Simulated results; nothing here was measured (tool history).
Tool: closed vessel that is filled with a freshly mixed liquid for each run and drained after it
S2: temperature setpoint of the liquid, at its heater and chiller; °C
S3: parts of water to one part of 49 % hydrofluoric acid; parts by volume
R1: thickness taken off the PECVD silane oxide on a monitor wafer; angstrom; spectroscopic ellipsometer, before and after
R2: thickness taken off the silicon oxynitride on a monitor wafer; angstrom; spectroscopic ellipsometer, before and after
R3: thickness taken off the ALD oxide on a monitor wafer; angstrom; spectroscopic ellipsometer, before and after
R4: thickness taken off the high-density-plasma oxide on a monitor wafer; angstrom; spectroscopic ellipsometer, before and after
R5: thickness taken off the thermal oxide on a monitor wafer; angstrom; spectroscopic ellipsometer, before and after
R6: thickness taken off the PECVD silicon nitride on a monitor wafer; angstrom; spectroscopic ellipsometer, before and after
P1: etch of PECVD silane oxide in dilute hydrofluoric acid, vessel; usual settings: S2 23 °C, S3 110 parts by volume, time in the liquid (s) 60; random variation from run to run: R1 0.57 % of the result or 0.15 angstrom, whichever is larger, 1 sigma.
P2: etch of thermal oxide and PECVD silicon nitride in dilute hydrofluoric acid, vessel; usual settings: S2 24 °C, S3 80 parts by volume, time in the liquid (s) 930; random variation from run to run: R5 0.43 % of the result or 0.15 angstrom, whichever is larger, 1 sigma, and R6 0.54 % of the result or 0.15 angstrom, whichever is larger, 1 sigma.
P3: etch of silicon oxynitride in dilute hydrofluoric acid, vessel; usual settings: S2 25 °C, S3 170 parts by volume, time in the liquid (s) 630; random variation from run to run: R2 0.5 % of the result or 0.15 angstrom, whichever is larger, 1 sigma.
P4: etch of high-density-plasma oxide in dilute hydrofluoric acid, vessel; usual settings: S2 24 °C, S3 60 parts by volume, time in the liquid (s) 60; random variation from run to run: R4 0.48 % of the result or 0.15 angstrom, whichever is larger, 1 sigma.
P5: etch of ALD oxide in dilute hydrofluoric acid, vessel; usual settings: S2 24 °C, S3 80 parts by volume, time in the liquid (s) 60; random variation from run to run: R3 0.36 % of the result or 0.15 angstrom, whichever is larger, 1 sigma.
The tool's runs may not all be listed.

run 1 hour=7.2 | process_that_ran=P1 S2=23 S3=110 time_in_the_liquid_(s)=60 | R1=174.89
run 2 hour=17.1 | process_that_ran=P3 S2=25 S3=235 time_in_the_liquid_(s)=630 | R2=48.234
run 3 hour=23.1 | process_that_ran=P1 S2=23 S3=110 time_in_the_liquid_(s)=60 | R1=175.07
run 4 hour=32.3 | process_that_ran=P1 S2=23 S3=110 time_in_the_liquid_(s)=60 | R1=177.4
run 5 hour=37.8 | process_that_ran=P5 S2=24 S3=80 time_in_the_liquid_(s)=30 | R3=37.931
run 6 hour=47.5 | process_that_ran=P4 S2=29 S3=60 time_in_the_liquid_(s)=60 | R4=142.16
run 7 hour=54.8 | process_that_ran=P4 S2=24 S3=60 time_in_the_liquid_(s)=60 | R4=116.26
run 8 hour=62.2 | process_that_ran=P2 S2=18 S3=80 time_in_the_liquid_(s)=930 | R5=475.48 R6=161.4
run 9 hour=67.4 | process_that_ran=P2 S2=24 S3=80 time_in_the_liquid_(s)=930 | R5=613.53 R6=244.24
run 10 hour=77.3 | process_that_ran=P5 S2=24 S3=145 time_in_the_liquid_(s)=60 | R3=38.945
run 11 hour=85.4 | process_that_ran=P1 S2=23 S3=110 time_in_the_liquid_(s)=60 | R1=178.55
run 12 hour=92 | process_that_ran=P1 S2=23 S3=110 time_in_the_liquid_(s)=30 | R1=87.58
run 13 hour=98.3 | process_that_ran=P2 S2=24 S3=80 time_in_the_liquid_(s)=930 | R5=609.35 R6=243.44
run 14 hour=102.9 | process_that_ran=P5 S2=24 S3=80 time_in_the_liquid_(s)=60 | R3=76.547
run 15 hour=109.6 | process_that_ran=P2 S2=24 S3=130 time_in_the_liquid_(s)=930 | R5=351.54 R6=150.07
run 16 hour=115.8 | process_that_ran=P5 S2=17 S3=80 time_in_the_liquid_(s)=60 | R3=57.387
run 17 hour=124.7 | process_that_ran=P5 S2=24 S3=80 time_in_the_liquid_(s)=60 | R3=76.606
-- hour=125.3 thermometer replaced
run 18 hour=133.6 | process_that_ran=P1 S2=31 S3=145 time_in_the_liquid_(s)=60 | R1=173.24
run 19 hour=140.9 | process_that_ran=P1 S2=23 S3=110 time_in_the_liquid_(s)=60 | R1=176.51
run 20 hour=150.3 | process_that_ran=P4 S2=24 S3=20 time_in_the_liquid_(s)=60 | R4=363.76
run 21 hour=159.9 | process_that_ran=P1 S2=23 S3=35 time_in_the_liquid_(s)=60 | R1=603.92
run 22 hour=168.2 | process_that_ran=P1 S2=26 S3=70 time_in_the_liquid_(s)=60 | R1=325.17
run 23 hour=178.1 | process_that_ran=P1 S2=17 S3=110 time_in_the_liquid_(s)=60 | R1=137.35
run 24 hour=188.2 | process_that_ran=P1 S2=23 S3=190 time_in_the_liquid_(s)=30 | R1=46.373
run 25 hour=194.3 | process_that_ran=P3 S2=25 S3=170 time_in_the_liquid_(s)=30 | R2=3.3252
run 26 hour=203.4 | process_that_ran=P4 S2=24 S3=60 time_in_the_liquid_(s)=30 | R4=58.704
run 27 hour=213.5 | process_that_ran=P1 S2=23 S3=110 time_in_the_liquid_(s)=110 | R1=320.21

The next listed run, before its measurement:
run 28 hour=223.5 | process_that_ran=P2 S2=24 S3=80 time_in_the_liquid_(s)=515 | R5=? R6=?

{"run 28": {"R5": 338.14, "R6": 133.6}}
